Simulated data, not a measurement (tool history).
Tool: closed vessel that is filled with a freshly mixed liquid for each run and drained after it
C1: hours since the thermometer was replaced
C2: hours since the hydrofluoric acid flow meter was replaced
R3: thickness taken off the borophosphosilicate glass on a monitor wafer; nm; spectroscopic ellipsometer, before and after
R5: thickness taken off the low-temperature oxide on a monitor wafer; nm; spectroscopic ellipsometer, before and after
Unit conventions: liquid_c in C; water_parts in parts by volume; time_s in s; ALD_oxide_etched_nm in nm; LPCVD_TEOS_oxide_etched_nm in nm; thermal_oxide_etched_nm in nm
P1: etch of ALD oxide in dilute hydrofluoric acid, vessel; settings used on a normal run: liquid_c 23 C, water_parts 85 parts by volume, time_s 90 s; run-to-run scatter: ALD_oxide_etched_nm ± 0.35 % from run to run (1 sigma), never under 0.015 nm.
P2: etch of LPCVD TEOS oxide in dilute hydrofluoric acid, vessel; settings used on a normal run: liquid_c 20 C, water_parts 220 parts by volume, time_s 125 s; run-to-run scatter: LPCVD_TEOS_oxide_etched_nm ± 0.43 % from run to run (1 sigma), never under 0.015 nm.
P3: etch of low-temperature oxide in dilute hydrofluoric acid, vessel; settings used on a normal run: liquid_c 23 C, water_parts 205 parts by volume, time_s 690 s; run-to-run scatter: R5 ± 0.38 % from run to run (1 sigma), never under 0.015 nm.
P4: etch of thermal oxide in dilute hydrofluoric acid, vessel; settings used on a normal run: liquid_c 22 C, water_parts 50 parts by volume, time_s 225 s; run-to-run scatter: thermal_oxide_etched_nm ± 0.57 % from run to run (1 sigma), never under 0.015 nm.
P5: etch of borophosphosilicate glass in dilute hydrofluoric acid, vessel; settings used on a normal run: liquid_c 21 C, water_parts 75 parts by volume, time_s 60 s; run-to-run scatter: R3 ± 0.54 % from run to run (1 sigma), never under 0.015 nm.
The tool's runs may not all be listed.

run 1 day=0.250 | process=P1 liquid_c=23 water_parts=85 time_s=90 | C1=635.3 C2=1712.5 | ALD_oxide_etched_nm=27.5830
run 2 day=0.629 | process=P1 liquid_c=29 water_parts=85 time_s=90 | C1=644.4 C2=1721.6 | ALD_oxide_etched_nm=35.0500
run 3 day=0.917 | process=P2 liquid_c=20 water_parts=220 time_s=125 | C1=651.3 C2=1728.5 | LPCVD_TEOS_oxide_etched_nm=7.9941
run 4 day=1.350 | process=P5 liquid_c=21 water_parts=75 time_s=30 | C1=661.7 C2=1738.9 | R3=23.178
run 5 day=1.629 | process=P4 liquid_c=22 water_parts=50 time_s=50 | C1=668.4 C2=1745.6 | thermal_oxide_etched_nm=4.4283
run 6 day=2.046 | process=P1 liquid_c=23 water_parts=85 time_s=90 | C1=678.4 C2=1755.6 | ALD_oxide_etched_nm=27.8160
run 7 day=2.517 | process=P1 liquid_c=23 water_parts=130 time_s=90 | C1=689.7 C2=1766.9 | ALD_oxide_etched_nm=17.0800
run 8 day=2.900 | process=P3 liquid_c=23 water_parts=205 time_s=690 | C1=698.9 C2=1776.1 | R5=57.146
run 9 day=3.221 | process=P5 liquid_c=21 water_parts=75 time_s=60 | C1=706.6 C2=1783.8 | R3=45.947
run 10 day=3.604 | process=P3 liquid_c=23 water_parts=205 time_s=1135 | C1=715.8 C2=1793.0 | R5=94.282
run 11 day=3.921 | process=P2 liquid_c=20 water_parts=220 time_s=60 | C1=723.4 C2=1800.6 | LPCVD_TEOS_oxide_etched_nm=3.7995
run 12 day=4.296 | process=P4 liquid_c=22 water_parts=50 time_s=225 | C1=732.4 C2=1809.6 | thermal_oxide_etched_nm=19.9080
run 13 day=4.525 | process=P1 liquid_c=18 water_parts=85 time_s=30 | C1=737.9 C2=1815.1 | ALD_oxide_etched_nm=7.4684
run 14 day=4.792 | process=P2 liquid_c=28 water_parts=220 time_s=125 | C1=744.3 C2=1821.5 | LPCVD_TEOS_oxide_etched_nm=10.5290
run 15 day=5.296 | process=P1 liquid_c=23 water_parts=85 time_s=90 | C1=756.4 C2=1833.6 | ALD_oxide_etched_nm=27.7150
run 16 day=5.717 | process=P2 liquid_c=20 water_parts=380 time_s=125 | C1=766.5 C2=1843.7 | LPCVD_TEOS_oxide_etched_nm=3.9613
run 17 day=5.988 | process=P1 liquid_c=23 water_parts=85 time_s=145 | C1=773.0 C2=1850.2 | ALD_oxide_etched_nm=44.4490
run 18 day=6.362 | process=P4 liquid_c=22 water_parts=85 time_s=225 | C1=782.0 C2=1859.2 | thermal_oxide_etched_nm=11.0560
-- day=6.579 hydrofluoric acid flow meter replaced
run 19 day=6.775 | process=P3 liquid_c=17 water_parts=205 time_s=690 | C1=791.9 C2=4.7 | R5=45.283
run 20 day=7.104 | process=P3 liquid_c=23 water_parts=205 time_s=690 | C1=799.8 C2=12.6 | R5=56.808
run 21 day=7.438 | process=P1 liquid_c=23 water_parts=35 time_s=90 | C1=807.8 C2=20.6 | ALD_oxide_etched_nm=71.3220
run 22 day=7.771 | process=P1 liquid_c=23 water_parts=85 time_s=90 | C1=815.8 C2=28.6 | ALD_oxide_etched_nm=27.6690
run 23 day=8.150 | process=P4 liquid_c=22 water_parts=50 time_s=225 | C1=824.9 C2=37.7 | thermal_oxide_etched_nm=19.9390

Estimate the outcome of run 24 from the log above:
run 24 day=8.654 | process=P3 liquid_c=23 water_parts=310 time_s=690 | C1=837.0 C2=49.8 | R5=?

R5: 34.054 nm
